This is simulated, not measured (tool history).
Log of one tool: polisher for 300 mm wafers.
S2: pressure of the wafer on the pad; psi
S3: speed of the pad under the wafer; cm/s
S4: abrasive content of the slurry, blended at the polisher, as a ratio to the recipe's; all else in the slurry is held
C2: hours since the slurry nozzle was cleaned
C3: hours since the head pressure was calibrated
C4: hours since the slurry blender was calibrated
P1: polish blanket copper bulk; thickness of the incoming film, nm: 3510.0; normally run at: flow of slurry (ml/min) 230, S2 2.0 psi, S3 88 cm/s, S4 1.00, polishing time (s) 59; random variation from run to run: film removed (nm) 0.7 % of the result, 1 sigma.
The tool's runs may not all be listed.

{"run": 1, "hour": 2.7, "flow of slurry (ml/min)": 230, "S2": 2.0, "S3": 88, "S4": 1.0, "polishing time (s)": 59, "wafers polished on this pad": 669, "C2": 210.6, "C3": 955.9, "C4": 203.3, "film removed (nm)": 268.11}
{"run": 2, "hour": 5.6, "flow of slurry (ml/min)": 230, "S2": 2.0, "S3": 88, "S4": 1.25, "polishing time (s)": 59, "wafers polished on this pad": 716, "C2": 213.5, "C3": 958.8, "C4": 206.2, "film removed (nm)": 287.15}
{"run": 3, "hour": 8.6, "flow of slurry (ml/min)": 230, "S2": 2.0, "S3": 88, "S4": 1.0, "polishing time (s)": 59, "wafers polished on this pad": 765, "C2": 216.5, "C3": 961.8, "C4": 209.2, "film removed (nm)": 266.85}
{"run": 4, "hour": 11.9, "flow of slurry (ml/min)": 230, "S2": 2.0, "S3": 88, "S4": 1.0, "polishing time (s)": 59, "wafers polished on this pad": 819, "C2": 219.8, "C3": 965.1, "C4": 212.5, "film removed (nm)": 270.37}
{"run": 5, "hour": 16.2, "flow of slurry (ml/min)": 140, "S2": 2.0, "S3": 88, "S4": 1.0, "polishing time (s)": 37, "wafers polished on this pad": 890, "C2": 224.1, "C3": 969.4, "C4": 216.8, "film removed (nm)": 159.33}
{"run": 6, "hour": 18.7, "flow of slurry (ml/min)": 330, "S2": 2.0, "S3": 88, "S4": 1.0, "polishing time (s)": 30, "wafers polished on this pad": 931, "C2": 226.6, "C3": 971.9, "C4": 219.3, "film removed (nm)": 143.22}
{"run": 7, "hour": 21.9, "flow of slurry (ml/min)": 230, "S2": 1.3, "S3": 88, "S4": 1.0, "polishing time (s)": 27, "wafers polished on this pad": 983, "C2": 229.8, "C3": 975.1, "C4": 222.5, "film removed (nm)": 80.286}
{"hour": 22.0, "done": "worn pad replaced by a new one"}
{"hour": 24.5, "done": "slurry blender recalibrated"}
{"run": 8, "hour": 25.9, "flow of slurry (ml/min)": 230, "S2": 2.0, "S3": 56, "S4": 1.0, "polishing time (s)": 59, "wafers polished on this pad": 64, "C2": 233.8, "C3": 979.1, "C4": 1.5, "film removed (nm)": 172.01}
{"run": 9, "hour": 28.1, "flow of slurry (ml/min)": 230, "S2": 2.0, "S3": 114, "S4": 1.0, "polishing time (s)": 59, "wafers polished on this pad": 100, "C2": 236.0, "C3": 981.3, "C4": 3.7, "film removed (nm)": 352.78}
{"run": 10, "hour": 32.4, "flow of slurry (ml/min)": 230, "S2": 2.0, "S3": 88, "S4": 1.0, "polishing time (s)": 85, "wafers polished on this pad": 170, "C2": 240.3, "C3": 985.6, "C4": 8.0, "film removed (nm)": 388.13}
{"run": 11, "hour": 34.9, "flow of slurry (ml/min)": 230, "S2": 1.0, "S3": 88, "S4": 1.0, "polishing time (s)": 59, "wafers polished on this pad": 211, "C2": 242.8, "C3": 988.1, "C4": 10.5, "film removed (nm)": 134.29}
{"run": 12, "hour": 39.2, "flow of slurry (ml/min)": 230, "S2": 2.0, "S3": 88, "S4": 1.0, "polishing time (s)": 39, "wafers polished on this pad": 282, "C2": 247.1, "C3": 992.4, "C4": 14.8, "film removed (nm)": 178.52}
{"run": 13, "hour": 42.8, "flow of slurry (ml/min)": 230, "S2": 2.0, "S3": 88, "S4": 1.0, "polishing time (s)": 59, "wafers polished on this pad": 341, "C2": 250.7, "C3": 996.0, "C4": 18.4, "film removed (nm)": 268.11}
{"run": 14, "hour": 45.1, "flow of slurry (ml/min)": 230, "S2": 2.5, "S3": 88, "S4": 1.0, "polishing time (s)": 59, "wafers polished on this pad": 378, "C2": 253.0, "C3": 998.3, "C4": 20.7, "film removed (nm)": 339.16}

The next listed run, before its measurement:
{"run": 15, "hour": 47.9, "flow of slurry (ml/min)": 140, "S2": 2.0, "S3": 88, "S4": 1.0, "polishing time (s)": 59, "wafers polished on this pad": 424, "C2": 255.8, "C3": 1001.1, "C4": 23.5, "film removed (nm)": "?"}

film removed (nm): 251.920
